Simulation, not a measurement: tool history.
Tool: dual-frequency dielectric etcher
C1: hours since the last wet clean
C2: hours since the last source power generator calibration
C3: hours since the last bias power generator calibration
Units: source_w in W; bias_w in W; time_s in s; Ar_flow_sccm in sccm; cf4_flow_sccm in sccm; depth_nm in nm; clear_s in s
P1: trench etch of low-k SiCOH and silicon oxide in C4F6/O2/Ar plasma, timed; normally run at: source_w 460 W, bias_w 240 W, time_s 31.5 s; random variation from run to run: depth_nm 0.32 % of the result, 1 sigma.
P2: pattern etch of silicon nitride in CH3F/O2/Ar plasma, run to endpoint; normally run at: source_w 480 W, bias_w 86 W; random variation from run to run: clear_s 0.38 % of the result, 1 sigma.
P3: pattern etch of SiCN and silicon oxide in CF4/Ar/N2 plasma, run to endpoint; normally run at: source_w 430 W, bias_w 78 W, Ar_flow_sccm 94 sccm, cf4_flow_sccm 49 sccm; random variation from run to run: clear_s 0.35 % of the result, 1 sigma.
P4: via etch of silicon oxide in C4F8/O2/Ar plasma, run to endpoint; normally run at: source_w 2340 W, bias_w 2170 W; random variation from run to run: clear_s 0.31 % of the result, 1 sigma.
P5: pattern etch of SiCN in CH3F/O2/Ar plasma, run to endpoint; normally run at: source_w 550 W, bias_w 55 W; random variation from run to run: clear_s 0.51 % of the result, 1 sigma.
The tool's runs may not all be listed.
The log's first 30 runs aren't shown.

Run 31, hour 278.5: process P1, source_w 460 W, bias_w 240 W, time_s 31.5 s; C1 594.1; C2 2043.2; C3 840.7. Result: depth_nm 110.62 nm.
Run 32, hour 288.5: process P1, source_w 460 W, bias_w 240 W, time_s 31.5 s; C1 604.1; C2 2053.2; C3 850.7. Result: depth_nm 110.41 nm.
Run 33, hour 300.6: process P1, source_w 460 W, bias_w 240 W, time_s 31.5 s; C1 616.2; C2 2065.3; C3 862.8. Result: depth_nm 110.45 nm.
Run 34, hour 312: process P1, source_w 460 W, bias_w 240 W, time_s 31.5 s; C1 627.6; C2 2076.7; C3 874.2. Result: depth_nm 110.48 nm.
Run 35, hour 324.4: process P1, source_w 460 W, bias_w 240 W, time_s 31.5 s; C1 640; C2 2089.1; C3 886.6. Result: depth_nm 109.74 nm.
Run 36, hour 336.6: process P1, source_w 460 W, bias_w 240 W, time_s 31.5 s; C1 652.2; C2 2101.3; C3 898.8. Result: depth_nm 111.12 nm.
At hour 344.2: wet clean of the chamber.
Run 37, hour 348.7: process P1, source_w 460 W, bias_w 240 W, time_s 31.5 s; C1 4.6; C2 2113.4; C3 910.9. Result: depth_nm 110 nm.
Run 38, hour 359.7: process P1, source_w 460 W, bias_w 240 W, time_s 31.5 s; C1 15.6; C2 2124.4; C3 921.9. Result: depth_nm 110.11 nm.
Run 39, hour 366.1: process P1, source_w 460 W, bias_w 240 W, time_s 31.5 s; C1 22; C2 2130.8; C3 928.3. Result: depth_nm 110.41 nm.

Forecast run 40:
Run 40, hour 375.9: process P1, source_w 460 W, bias_w 240 W, time_s 31.5 s; C1 31.8; C2 2140.6; C3 938.1. Result: depth_nm ?.

{"run 40": {"depth_nm": 110.1}}

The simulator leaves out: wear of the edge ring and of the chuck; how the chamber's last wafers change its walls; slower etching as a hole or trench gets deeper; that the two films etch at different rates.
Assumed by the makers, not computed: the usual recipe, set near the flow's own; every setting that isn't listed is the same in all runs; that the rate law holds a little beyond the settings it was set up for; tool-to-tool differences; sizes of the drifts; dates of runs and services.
